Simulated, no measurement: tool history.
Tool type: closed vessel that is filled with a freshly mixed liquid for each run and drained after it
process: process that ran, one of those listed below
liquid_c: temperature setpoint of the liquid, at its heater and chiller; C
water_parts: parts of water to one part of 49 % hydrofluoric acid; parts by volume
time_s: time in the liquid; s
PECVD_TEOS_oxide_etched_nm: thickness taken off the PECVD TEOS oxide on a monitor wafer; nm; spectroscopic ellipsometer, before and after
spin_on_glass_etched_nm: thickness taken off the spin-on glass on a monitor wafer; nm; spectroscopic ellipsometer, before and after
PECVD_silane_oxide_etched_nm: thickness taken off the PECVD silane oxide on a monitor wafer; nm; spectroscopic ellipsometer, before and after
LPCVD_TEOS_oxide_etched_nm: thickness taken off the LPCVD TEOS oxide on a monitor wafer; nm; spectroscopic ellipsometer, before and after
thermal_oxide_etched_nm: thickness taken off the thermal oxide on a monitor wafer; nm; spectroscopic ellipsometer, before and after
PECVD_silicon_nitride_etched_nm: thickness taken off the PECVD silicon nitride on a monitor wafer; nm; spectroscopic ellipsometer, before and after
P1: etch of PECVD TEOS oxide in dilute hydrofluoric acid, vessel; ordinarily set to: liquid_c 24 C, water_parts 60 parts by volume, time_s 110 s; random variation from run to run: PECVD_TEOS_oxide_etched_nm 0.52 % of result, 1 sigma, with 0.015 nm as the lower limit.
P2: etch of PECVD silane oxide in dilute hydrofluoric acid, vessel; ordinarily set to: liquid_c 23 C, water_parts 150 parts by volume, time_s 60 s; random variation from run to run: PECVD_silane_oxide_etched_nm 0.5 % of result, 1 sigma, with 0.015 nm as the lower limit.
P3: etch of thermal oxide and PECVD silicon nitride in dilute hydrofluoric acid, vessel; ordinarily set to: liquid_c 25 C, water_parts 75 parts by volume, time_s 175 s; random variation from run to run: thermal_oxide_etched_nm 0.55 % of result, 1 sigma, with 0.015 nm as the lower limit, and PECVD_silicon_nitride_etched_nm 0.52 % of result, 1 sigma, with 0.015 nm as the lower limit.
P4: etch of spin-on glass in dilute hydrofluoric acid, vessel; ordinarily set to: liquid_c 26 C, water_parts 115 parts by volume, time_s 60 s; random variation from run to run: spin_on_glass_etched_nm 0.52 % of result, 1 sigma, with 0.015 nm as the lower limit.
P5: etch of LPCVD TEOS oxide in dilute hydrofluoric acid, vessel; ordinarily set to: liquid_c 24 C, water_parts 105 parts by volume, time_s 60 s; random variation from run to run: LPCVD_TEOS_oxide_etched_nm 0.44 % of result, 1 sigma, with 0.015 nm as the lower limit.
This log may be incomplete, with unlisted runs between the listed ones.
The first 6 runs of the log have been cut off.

run	hour	process	liquid_c	water_parts	time_s	PECVD_TEOS_oxide_etched_nm	spin_on_glass_etched_nm	PECVD_silane_oxide_etched_nm	LPCVD_TEOS_oxide_etched_nm	thermal_oxide_etched_nm	PECVD_silicon_nitride_etched_nm
7	53.2	P1	17	60	55	16.607					
8	60.5	P1	24	60	110	44.82					
9	66.8	P5	24	105	95				32.071		
10	73.2	P5	30.5	105	60				25.996		
11	77.9	P1	19	35	110	63.83					
12	86.6	P1	17	60	110	33.327					
13	96.6	P4	26	115	30		11.813				
14	106.9	P1	24	60	110	44.752					
15	112.2	P3	25	35	175					27	10.554
16	117.9	P5	24	20	60				118.87		
17	122.9	P2	23	150	30			6.5308			
18	130.6	P5	24	105	60				20.372		
19	139.2	P3	25	75	90					6.0507	2.6098
20	146.7	P1	24	60	215	87.47					
21	153.5	P1	24	60	110	44.318					
22	159.6	P4	26	115	60		23.604				
23	168.8	P1	24	60	110	44.602					
24	173.7	P2	23	250	60			7.0653			
25	178.6	P4	26	165	60		15.61				
26	183.5	P1	24	60	40	16.266					
27	189.1	P2	30	150	60			17.332			

What does the tool deliver on the next run?
28	195.5	P2	23	150	60			?			

PECVD_silane_oxide_etched_nm: 13.212 nm
